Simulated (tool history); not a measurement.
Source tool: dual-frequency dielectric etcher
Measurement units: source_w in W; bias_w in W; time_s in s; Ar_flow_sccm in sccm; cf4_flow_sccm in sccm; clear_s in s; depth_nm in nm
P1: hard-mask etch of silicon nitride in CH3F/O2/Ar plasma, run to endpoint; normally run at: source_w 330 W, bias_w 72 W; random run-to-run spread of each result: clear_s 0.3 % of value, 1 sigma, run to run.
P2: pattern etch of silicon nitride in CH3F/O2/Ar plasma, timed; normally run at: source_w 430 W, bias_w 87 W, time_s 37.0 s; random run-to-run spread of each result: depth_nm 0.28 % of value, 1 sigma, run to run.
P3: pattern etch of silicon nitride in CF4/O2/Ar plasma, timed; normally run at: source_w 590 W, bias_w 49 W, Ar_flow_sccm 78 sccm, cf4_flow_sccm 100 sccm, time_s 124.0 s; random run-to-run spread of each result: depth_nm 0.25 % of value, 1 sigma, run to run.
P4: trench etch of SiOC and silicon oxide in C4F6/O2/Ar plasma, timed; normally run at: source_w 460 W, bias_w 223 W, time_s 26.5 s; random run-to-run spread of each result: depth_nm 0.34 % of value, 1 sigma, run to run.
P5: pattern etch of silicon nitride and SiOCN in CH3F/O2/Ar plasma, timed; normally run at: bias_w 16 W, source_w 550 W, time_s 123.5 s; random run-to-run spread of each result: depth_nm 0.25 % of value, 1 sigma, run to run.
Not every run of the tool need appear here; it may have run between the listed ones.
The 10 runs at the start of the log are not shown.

run   hour  process  source_w  bias_w  time_s  Ar_flow_sccm  cf4_flow_sccm  hours since the last wet clean  hours since the last source power generator calibration  hours since the last bias power generator calibration  clear_s  depth_nm
 11  128.7       P1       460      72                                                                204.8                                                    913.9                                                 3937.4   71.144
 12  137.9       P1       330      72                                                                214.0                                                    923.1                                                 3946.6   80.881
 13  149.8       P3       590      60   124.0            78            100                           225.9                                                    935.0                                                 3958.5            308.490
 14  157.8       P1       200      72                                                                233.9                                                    943.0                                                 3966.5   98.024
 15  168.4       P3       590      49   124.0            78             67                           244.5                                                    953.6                                                 3977.1            272.240
 16  178.9       P4       460     223    17.5                                                        255.0                                                    964.1                                                 3987.6             39.360
 17  185.9       P5       550      16   169.5                                                        262.0                                                    971.1                                                 3994.6             22.274
 18  193.0       P4       460     223    26.5                                                        269.1                                                    978.2                                                 4001.7             60.005
 19  201.2       P3       590      49   124.0            78            100                           277.3                                                    986.4                                                 4009.9            287.190
 20  213.9       P4       260     223    26.5                                                        290.0                                                    999.1                                                 4022.6             47.862
 21  228.1       P3       590      49    68.0            78            100                           304.2                                                   1013.3                                                 4036.8            155.890
 22  239.9       P5       740      16   123.5                                                        316.0                                                   1025.1                                                 4048.6             18.093
 23  252.8       P4       460     143    26.5                                                        328.9                                                   1038.0                                                 4061.5             51.905
 24  263.8       P2       560      87    37.0                                                        339.9                                                   1049.0                                                 4072.5             30.562
 25  271.3       P1       330      72                                                                347.4                                                   1056.5                                                 4080.0   80.531
 26  279.5       P1       450      55                                                                355.6                                                   1064.7                                                 4088.2   78.540
 27  290.2       P1       330      48                                                                366.3                                                   1075.4                                                 4098.9   92.143
 28  297.7       P3       590      49   124.0            97            100                           373.8                                                   1082.9                                                 4106.4            278.430
 29  308.7       P1       330      72                                                                384.8                                                   1093.9                                                 4117.4   81.110
 30  320.6       P2       430      87    54.0                                                        396.7                                                   1105.8                                                 4129.3             40.529
 31  329.5       P1       330      72                                                                405.6                                                   1114.7                                                 4138.2   80.668
 32  339.8       P1       330      72                                                                415.9                                                   1125.0                                                 4148.5   80.587

For run 33, what comes out?
 33  348.0       P1       330      72                                                                424.1                                                   1133.2                                                 4156.7        ?

{"run 33": {"clear_s": 80.154}}

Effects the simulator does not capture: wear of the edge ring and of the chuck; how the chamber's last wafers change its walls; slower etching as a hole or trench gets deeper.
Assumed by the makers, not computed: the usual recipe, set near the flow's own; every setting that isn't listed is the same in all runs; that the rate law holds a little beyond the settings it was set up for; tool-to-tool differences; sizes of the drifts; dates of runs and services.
